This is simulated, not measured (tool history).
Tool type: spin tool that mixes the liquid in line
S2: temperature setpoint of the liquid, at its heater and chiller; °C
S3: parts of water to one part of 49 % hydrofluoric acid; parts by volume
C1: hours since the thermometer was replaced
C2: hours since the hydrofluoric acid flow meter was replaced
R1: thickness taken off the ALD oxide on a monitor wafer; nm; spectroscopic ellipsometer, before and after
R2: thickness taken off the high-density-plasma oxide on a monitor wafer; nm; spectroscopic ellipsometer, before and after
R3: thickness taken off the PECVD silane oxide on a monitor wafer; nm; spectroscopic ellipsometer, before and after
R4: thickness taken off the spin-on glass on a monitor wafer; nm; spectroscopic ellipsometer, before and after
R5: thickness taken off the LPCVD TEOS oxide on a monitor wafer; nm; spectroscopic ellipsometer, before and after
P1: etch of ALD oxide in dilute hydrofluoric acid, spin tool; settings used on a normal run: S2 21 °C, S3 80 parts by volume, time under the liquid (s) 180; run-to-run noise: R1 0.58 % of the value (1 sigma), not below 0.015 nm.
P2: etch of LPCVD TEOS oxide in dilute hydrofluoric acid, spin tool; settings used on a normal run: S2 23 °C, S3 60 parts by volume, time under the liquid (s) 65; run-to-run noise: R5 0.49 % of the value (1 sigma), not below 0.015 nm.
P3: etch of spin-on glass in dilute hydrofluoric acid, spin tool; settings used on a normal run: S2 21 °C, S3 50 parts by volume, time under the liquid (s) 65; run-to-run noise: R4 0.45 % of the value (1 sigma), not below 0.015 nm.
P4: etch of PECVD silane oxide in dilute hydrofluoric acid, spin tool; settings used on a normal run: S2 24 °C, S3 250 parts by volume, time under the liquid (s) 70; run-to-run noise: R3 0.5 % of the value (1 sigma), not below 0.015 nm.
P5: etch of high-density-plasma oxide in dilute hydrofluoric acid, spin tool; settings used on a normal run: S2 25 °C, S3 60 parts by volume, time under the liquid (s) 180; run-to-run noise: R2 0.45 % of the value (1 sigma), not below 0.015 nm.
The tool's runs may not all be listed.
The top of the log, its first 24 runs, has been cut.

Run 25, hour 259.4: process that ran P1, S2 21 °C, S3 20 parts by volume, time under the liquid (s) 180; C1 529.9; C2 643.1. Result: R1 95.711 nm.
Run 26, hour 268.8: process that ran P2, S2 23 °C, S3 105 parts by volume, time under the liquid (s) 65; C1 539.3; C2 652.5. Result: R5 33.635 nm.
Run 27, hour 277.1: process that ran P3, S2 21 °C, S3 50 parts by volume, time under the liquid (s) 65; C1 547.6; C2 660.8. Result: R4 29.449 nm.
Run 28, hour 286.4: process that ran P3, S2 21 °C, S3 50 parts by volume, time under the liquid (s) 95; C1 556.9; C2 670.1. Result: R4 43.265 nm.
Run 29, hour 295.2: process that ran P1, S2 21 °C, S3 80 parts by volume, time under the liquid (s) 180; C1 565.7; C2 678.9. Result: R1 22.301 nm.
Run 30, hour 306.3: process that ran P2, S2 23 °C, S3 60 parts by volume, time under the liquid (s) 100; C1 576.8; C2 690. Result: R5 95.329 nm.
Run 31, hour 315.2: process that ran P1, S2 21 °C, S3 80 parts by volume, time under the liquid (s) 15; C1 585.7; C2 698.9. Result: R1 1.8651 nm.
Run 32, hour 324.2: process that ran P1, S2 21 °C, S3 80 parts by volume, time under the liquid (s) 180; C1 594.7; C2 707.9. Result: R1 22.596 nm.
Run 33, hour 331.7: process that ran P1, S2 21 °C, S3 80 parts by volume, time under the liquid (s) 180; C1 602.2; C2 715.4. Result: R1 23.03 nm.
Run 34, hour 338: process that ran P1, S2 21 °C, S3 80 parts by volume, time under the liquid (s) 180; C1 608.5; C2 721.7. Result: R1 23.277 nm.
Run 35, hour 345.2: process that ran P1, S2 21 °C, S3 80 parts by volume, time under the liquid (s) 180; C1 615.7; C2 728.9. Result: R1 23.635 nm.

Run 36 comes next. What will it give?
Run 36, hour 357.8: process that ran P1, S2 21 °C, S3 80 parts by volume, time under the liquid (s) 180; C1 628.3; C2 741.5. Result: R1 ?.

Run 36 measured R1 24.245 nm.
